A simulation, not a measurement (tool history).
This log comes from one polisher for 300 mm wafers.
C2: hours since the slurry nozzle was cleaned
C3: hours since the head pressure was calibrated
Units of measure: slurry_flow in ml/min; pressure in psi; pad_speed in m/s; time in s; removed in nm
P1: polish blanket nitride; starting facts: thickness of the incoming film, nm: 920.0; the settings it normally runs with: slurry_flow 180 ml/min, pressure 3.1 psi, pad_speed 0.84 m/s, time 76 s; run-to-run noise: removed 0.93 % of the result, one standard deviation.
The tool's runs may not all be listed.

Run 1, hour 10.5: slurry_flow 180 ml/min, pressure 3.1 psi, pad_speed 0.84 m/s, time 76 s; wafers polished on this pad 700; C2 228.7; C3 295.1. Result: removed 121.1 nm.
Run 2, hour 20.7: slurry_flow 180 ml/min, pressure 3.1 psi, pad_speed 0.84 m/s, time 35 s; wafers polished on this pad 809; C2 238.9; C3 305.3. Result: removed 55.052 nm.
Run 3, hour 27.6: slurry_flow 180 ml/min, pressure 3.1 psi, pad_speed 0.84 m/s, time 76 s; wafers polished on this pad 882; C2 245.8; C3 312.2. Result: removed 121.4 nm.
Run 4, hour 33.3: slurry_flow 110 ml/min, pressure 3.1 psi, pad_speed 0.84 m/s, time 76 s; wafers polished on this pad 943; C2 251.5; C3 317.9. Result: removed 111.39 nm.
Run 5, hour 41.8: slurry_flow 265 ml/min, pressure 3.1 psi, pad_speed 0.84 m/s, time 76 s; wafers polished on this pad 1034; C2 260; C3 326.4. Result: removed 127.29 nm.
Run 6, hour 51.9: slurry_flow 180 ml/min, pressure 3.1 psi, pad_speed 0.38 m/s, time 76 s; wafers polished on this pad 1142; C2 270.1; C3 336.5. Result: removed 64.491 nm.
Run 7, hour 63.2: slurry_flow 180 ml/min, pressure 3.1 psi, pad_speed 0.84 m/s, time 76 s; wafers polished on this pad 1262; C2 281.4; C3 347.8. Result: removed 120.18 nm.
Run 8, hour 69.8: slurry_flow 180 ml/min, pressure 4 psi, pad_speed 0.84 m/s, time 104 s; wafers polished on this pad 1333; C2 288; C3 354.4. Result: removed 213.14 nm.
Run 9, hour 74.9: slurry_flow 180 ml/min, pressure 3.1 psi, pad_speed 0.84 m/s, time 76 s; wafers polished on this pad 1387; C2 293.1; C3 359.5. Result: removed 120.34 nm.
Run 10, hour 80.5: slurry_flow 180 ml/min, pressure 1.9 psi, pad_speed 0.84 m/s, time 76 s; wafers polished on this pad 1447; C2 298.7; C3 365.1. Result: removed 75.434 nm.
Run 11, hour 89.7: slurry_flow 180 ml/min, pressure 3.1 psi, pad_speed 0.84 m/s, time 76 s; wafers polished on this pad 1545; C2 307.9; C3 374.3. Result: removed 119.66 nm.
Run 12, hour 95: slurry_flow 180 ml/min, pressure 4.9 psi, pad_speed 0.84 m/s, time 76 s; wafers polished on this pad 1602; C2 313.2; C3 379.6. Result: removed 191.95 nm.
Run 13, hour 104: slurry_flow 180 ml/min, pressure 3.1 psi, pad_speed 1.28 m/s, time 76 s; wafers polished on this pad 1698; C2 322.2; C3 388.6. Result: removed 169.82 nm.
Run 14, hour 109: slurry_flow 180 ml/min, pressure 3.1 psi, pad_speed 0.84 m/s, time 76 s; wafers polished on this pad 1751; C2 327.2; C3 393.6. Result: removed 122.53 nm.
Run 15, hour 116.1: slurry_flow 180 ml/min, pressure 3.1 psi, pad_speed 0.84 m/s, time 96 s; wafers polished on this pad 1827; C2 334.3; C3 400.7. Result: removed 154.36 nm.
Run 16, hour 123.9: slurry_flow 180 ml/min, pressure 3.1 psi, pad_speed 0.84 m/s, time 76 s; wafers polished on this pad 1910; C2 342.1; C3 408.5. Result: removed 123.04 nm.
Run 17, hour 130.1: slurry_flow 180 ml/min, pressure 3.1 psi, pad_speed 0.84 m/s, time 76 s; wafers polished on this pad 1976; C2 348.3; C3 414.7. Result: removed 116.95 nm.
Run 18, hour 138.7: slurry_flow 180 ml/min, pressure 3.1 psi, pad_speed 0.84 m/s, time 76 s; wafers polished on this pad 2068; C2 356.9; C3 423.3. Result: removed 115.8 nm.
Run 19, hour 149.2: slurry_flow 180 ml/min, pressure 3.1 psi, pad_speed 0.84 m/s, time 76 s; wafers polished on this pad 2180; C2 367.4; C3 433.8. Result: removed 113.6 nm.
Run 20, hour 158.1: slurry_flow 180 ml/min, pressure 3.1 psi, pad_speed 0.84 m/s, time 76 s; wafers polished on this pad 2275; C2 376.3; C3 442.7. Result: removed 112 nm.
Run 21, hour 166.6: slurry_flow 180 ml/min, pressure 3.1 psi, pad_speed 0.84 m/s, time 76 s; wafers polished on this pad 2366; C2 384.8; C3 451.2. Result: removed 110.86 nm.
At hour 170.6: worn pad replaced by a new one.
Run 22, hour 171.7: slurry_flow 180 ml/min, pressure 3.1 psi, pad_speed 0.84 m/s, time 76 s; wafers polished on this pad 12; C2 389.9; C3 456.3. Result: removed 109.85 nm.
Run 23, hour 181.1: slurry_flow 180 ml/min, pressure 3.1 psi, pad_speed 0.84 m/s, time 76 s; wafers polished on this pad 112; C2 399.3; C3 465.7. Result: removed 109.96 nm.
Run 24, hour 191.6: slurry_flow 180 ml/min, pressure 3.1 psi, pad_speed 0.84 m/s, time 76 s; wafers polished on this pad 224; C2 409.8; C3 476.2. Result: removed 110.17 nm.

What P1 gives has crept off from where it sat before. The 2 causes that follow fit the log equally well, each at the size noted:
A: slurry flow missing at the pad, % = 38.8
B: head's pressure below its setpoint, % = 8.69
The onset of the drift is placed at about hour 123.9.
The rest of the possible causes, and what rules out each one:
removal rate lost through wear of the pad, %: work on it at hour 170.6, done after the drift set in, did not restore what the process gave before

4 check runs are offered, each on 2 wafers whose results are averaged, their results left as question marks. Which one tells the causes apart?
Run check 1, hour 202.1: slurry_flow 110 ml/min, pressure 3.1 psi, pad_speed 1.06 m/s, time 76 s. Result: removed ?.
Run check 2, hour 202.1: slurry_flow 180 ml/min, pressure 3.1 psi, pad_speed 0.64 m/s, time 40 s. Result: removed ?.
Run check 3, hour 202.1: slurry_flow 180 ml/min, pressure 3.1 psi, pad_speed 0.38 m/s, time 76 s. Result: removed ?.
Run check 4, hour 202.1: slurry_flow 180 ml/min, pressure 3.1 psi, pad_speed 1.24 m/s, time 76 s. Result: removed ?.

If the cause were each of the candidates in turn, the checks would give the following:
  check   result    if A    if B
check 1  removed  115.75  121.71
check 2  removed   46.87  46.877
check 3  removed  58.686  58.695
check 4  removed  151.16  151.19
Per check, the gap between the least separated pair of causes, taken in the result that splits them most: check 1 5.02 %; check 2 0.02 %; check 3 0.02 %; check 4 0.02 %
Check 1 is the one run that separates the causes; every other check would come out nearly the same whichever cause is at work.

Here is what check 1 returned: removed 121.3 nm. Which cause is it?

The cause is B: head's pressure below its setpoint, %.
